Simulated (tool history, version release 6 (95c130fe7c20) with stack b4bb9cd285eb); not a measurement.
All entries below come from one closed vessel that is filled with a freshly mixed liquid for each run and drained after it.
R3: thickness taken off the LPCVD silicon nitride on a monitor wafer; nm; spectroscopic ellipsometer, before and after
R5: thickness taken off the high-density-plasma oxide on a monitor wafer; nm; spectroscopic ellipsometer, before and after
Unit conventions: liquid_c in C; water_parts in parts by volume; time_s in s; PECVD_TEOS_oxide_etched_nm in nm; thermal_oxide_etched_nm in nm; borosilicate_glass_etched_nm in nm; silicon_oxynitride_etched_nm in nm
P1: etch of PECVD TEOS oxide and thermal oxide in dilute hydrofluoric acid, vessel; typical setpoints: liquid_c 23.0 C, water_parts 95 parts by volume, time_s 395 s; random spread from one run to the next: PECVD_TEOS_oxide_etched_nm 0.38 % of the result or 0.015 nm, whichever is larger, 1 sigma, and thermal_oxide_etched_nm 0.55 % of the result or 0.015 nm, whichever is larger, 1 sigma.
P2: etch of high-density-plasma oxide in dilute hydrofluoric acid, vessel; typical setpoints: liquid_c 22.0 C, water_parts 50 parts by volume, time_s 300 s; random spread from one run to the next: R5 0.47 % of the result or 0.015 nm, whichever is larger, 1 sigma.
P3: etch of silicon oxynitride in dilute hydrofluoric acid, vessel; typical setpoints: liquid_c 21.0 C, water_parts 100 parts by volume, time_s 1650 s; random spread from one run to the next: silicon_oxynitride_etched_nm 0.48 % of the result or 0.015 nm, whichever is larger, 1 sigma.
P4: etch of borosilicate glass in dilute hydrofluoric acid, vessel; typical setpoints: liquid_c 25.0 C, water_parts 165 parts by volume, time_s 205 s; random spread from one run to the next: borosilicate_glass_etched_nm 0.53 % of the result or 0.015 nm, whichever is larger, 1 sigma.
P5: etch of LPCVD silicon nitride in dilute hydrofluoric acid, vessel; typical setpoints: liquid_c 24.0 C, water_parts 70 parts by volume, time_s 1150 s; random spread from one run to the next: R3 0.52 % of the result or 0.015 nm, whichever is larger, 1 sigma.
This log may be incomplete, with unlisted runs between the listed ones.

Run 1, day 0.504: process P1, liquid_c 23.0 C, water_parts 95 parts by volume, time_s 395 s. Result: PECVD_TEOS_oxide_etched_nm 34.5650 nm, thermal_oxide_etched_nm 19.2090 nm.
Run 2, day 1.154: process P5, liquid_c 18.0 C, water_parts 70 parts by volume, time_s 1150 s. Result: R3 5.4959 nm.
Run 3, day 1.812: process P1, liquid_c 28.5 C, water_parts 170 parts by volume, time_s 395 s. Result: PECVD_TEOS_oxide_etched_nm 21.7640 nm, thermal_oxide_etched_nm 12.1530 nm.
Run 4, day 2.196: process P1, liquid_c 23.0 C, water_parts 150 parts by volume, time_s 395 s. Result: PECVD_TEOS_oxide_etched_nm 20.6200 nm, thermal_oxide_etched_nm 11.5200 nm.
Run 5, day 2.775: process P1, liquid_c 23.0 C, water_parts 95 parts by volume, time_s 105 s. Result: PECVD_TEOS_oxide_etched_nm 9.1167 nm, thermal_oxide_etched_nm 5.1382 nm.
Run 6, day 3.183: process P4, liquid_c 25.0 C, water_parts 265 parts by volume, time_s 205 s. Result: borosilicate_glass_etched_nm 14.921 nm.
Run 7, day 3.488: process P2, liquid_c 22.0 C, water_parts 50 parts by volume, time_s 300 s. Result: R5 30.610 nm.
Run 8, day 3.954: process P1, liquid_c 23.0 C, water_parts 95 parts by volume, time_s 395 s. Result: PECVD_TEOS_oxide_etched_nm 34.6530 nm, thermal_oxide_etched_nm 19.3500 nm.
Run 9, day 4.371: process P1, liquid_c 26.5 C, water_parts 95 parts by volume, time_s 395 s. Result: PECVD_TEOS_oxide_etched_nm 39.7280 nm, thermal_oxide_etched_nm 22.1130 nm.
Run 10, day 5.033: process P2, liquid_c 22.0 C, water_parts 50 parts by volume, time_s 435 s. Result: R5 44.219 nm.
Run 11, day 5.429: process P2, liquid_c 30.0 C, water_parts 50 parts by volume, time_s 300 s. Result: R5 42.385 nm.
Run 12, day 5.938: process P3, liquid_c 21.0 C, water_parts 100 parts by volume, time_s 2895 s. Result: silicon_oxynitride_etched_nm 35.437 nm.
Run 13, day 6.529: process P5, liquid_c 24.0 C, water_parts 120 parts by volume, time_s 1150 s. Result: R3 4.8479 nm.
Run 14, day 7.071: process P4, liquid_c 25.0 C, water_parts 165 parts by volume, time_s 205 s. Result: borosilicate_glass_etched_nm 26.318 nm.
At day 7.100: thermometer replaced.
Run 15, day 7.729: process P1, liquid_c 23.0 C, water_parts 95 parts by volume, time_s 620 s. Result: PECVD_TEOS_oxide_etched_nm 54.1580 nm, thermal_oxide_etched_nm 30.3130 nm.
Run 16, day 8.333: process P4, liquid_c 25.0 C, water_parts 165 parts by volume, time_s 85 s. Result: borosilicate_glass_etched_nm 11.092 nm.
Run 17, day 8.721: process P2, liquid_c 22.0 C, water_parts 90 parts by volume, time_s 300 s. Result: R5 16.154 nm.
Run 18, day 9.054: process P3, liquid_c 21.0 C, water_parts 160 parts by volume, time_s 1650 s. Result: silicon_oxynitride_etched_nm 12.060 nm.
Run 19, day 9.721: process P4, liquid_c 25.0 C, water_parts 165 parts by volume, time_s 205 s. Result: borosilicate_glass_etched_nm 26.633 nm.
Run 20, day 10.404: process P1, liquid_c 23.0 C, water_parts 95 parts by volume, time_s 395 s. Result: PECVD_TEOS_oxide_etched_nm 34.5320 nm, thermal_oxide_etched_nm 19.5190 nm.
Run 21, day 10.754: process P3, liquid_c 28.5 C, water_parts 100 parts by volume, time_s 1650 s. Result: silicon_oxynitride_etched_nm 28.894 nm.
Run 22, day 11.217: process P4, liquid_c 18.5 C, water_parts 165 parts by volume, time_s 205 s. Result: borosilicate_glass_etched_nm 20.780 nm.
Run 23, day 11.667: process P5, liquid_c 24.0 C, water_parts 70 parts by volume, time_s 2290 s. Result: R3 16.4640 nm.
Run 24, day 12.050: process P1, liquid_c 23.0 C, water_parts 95 parts by volume, time_s 395 s. Result: PECVD_TEOS_oxide_etched_nm 34.5040 nm, thermal_oxide_etched_nm 19.3670 nm.
Run 25, day 12.517: process P1, liquid_c 17.0 C, water_parts 95 parts by volume, time_s 395 s. Result: PECVD_TEOS_oxide_etched_nm 27.1040 nm, thermal_oxide_etched_nm 15.3300 nm.
Run 26, day 12.871: process P1, liquid_c 23.0 C, water_parts 50 parts by volume, time_s 395 s. Result: PECVD_TEOS_oxide_etched_nm 69.3050 nm, thermal_oxide_etched_nm 38.7580 nm.
Run 27, day 13.217: process P5, liquid_c 24.0 C, water_parts 70 parts by volume, time_s 1150 s. Result: R3 8.3078 nm.
Run 28, day 13.567: process P3, liquid_c 21.0 C, water_parts 100 parts by volume, time_s 1650 s. Result: silicon_oxynitride_etched_nm 20.516 nm.
Run 29, day 14.167: process P1, liquid_c 23.0 C, water_parts 95 parts by volume, time_s 395 s. Result: PECVD_TEOS_oxide_etched_nm 34.4230 nm, thermal_oxide_etched_nm 19.4750 nm.
Run 30, day 14.738: process P1, liquid_c 23.0 C, water_parts 95 parts by volume, time_s 395 s. Result: PECVD_TEOS_oxide_etched_nm 33.4400 nm, thermal_oxide_etched_nm 18.7320 nm.
Run 31, day 15.308: process P1, liquid_c 23.0 C, water_parts 95 parts by volume, time_s 395 s. Result: PECVD_TEOS_oxide_etched_nm 33.0520 nm, thermal_oxide_etched_nm 18.5670 nm.
Run 32, day 15.700: process P1, liquid_c 23.0 C, water_parts 95 parts by volume, time_s 395 s. Result: PECVD_TEOS_oxide_etched_nm 32.6310 nm, thermal_oxide_etched_nm 18.4100 nm.
Run 33, day 16.058: process P1, liquid_c 23.0 C, water_parts 95 parts by volume, time_s 395 s. Result: PECVD_TEOS_oxide_etched_nm 32.8730 nm, thermal_oxide_etched_nm 18.3970 nm.
Run 34, day 16.508: process P1, liquid_c 23.0 C, water_parts 95 parts by volume, time_s 395 s. Result: PECVD_TEOS_oxide_etched_nm 32.7560 nm, thermal_oxide_etched_nm 18.4270 nm.
Run 35, day 16.817: process P1, liquid_c 23.0 C, water_parts 95 parts by volume, time_s 395 s. Result: PECVD_TEOS_oxide_etched_nm 32.5550 nm, thermal_oxide_etched_nm 18.2110 nm.

Something has made what P1 gives creep away from where it was; the 2 causes below, each at its own stated size, fit the log equally well:
A: liquid colder than its thermometer reads (K) = 1.43
B: hydrofluoric acid flow below the setpoint (%) = 5.01
The onset of the drift is placed at about day 14.167.

Listed below are the offered check runs, one wafer per run, with question marks in place of results. For which of them would the causes give clearly different outcomes?
Run check 1, day 17.125: process P4, liquid_c 22.0 C, water_parts 225 parts by volume, time_s 205 s. Result: borosilicate_glass_etched_nm ?.
Run check 2, day 17.125: process P3, liquid_c 27.0 C, water_parts 100 parts by volume, time_s 2460 s. Result: silicon_oxynitride_etched_nm ?.
Run check 3, day 17.125: process P5, liquid_c 24.0 C, water_parts 115 parts by volume, time_s 1150 s. Result: R3 ?.
Run check 4, day 17.125: process P2, liquid_c 29.0 C, water_parts 90 parts by volume, time_s 300 s. Result: R5 ?.

If the cause were each of the candidates in turn, the checks would give the following:
  check                        result    if A    if B
check 1  borosilicate_glass_etched_nm  15.555  15.407
check 2  silicon_oxynitride_etched_nm  37.594  37.972
check 3                            R3  4.6427  4.8484
check 4                            R5  20.109  20.045
Minimum pairwise separation of causes per check, each pair taken at its best-separating result: check 1 0.96 %; check 2 1 %; check 3 4.34 %; check 4 0.31 %
Check 3 tells the causes apart: in the others they would give nearly the same result.

The results of check 3 are: R3 4.6544 nm. Based on these, which of the listed causes is it?

It was cause A: liquid colder than its thermometer reads (K).
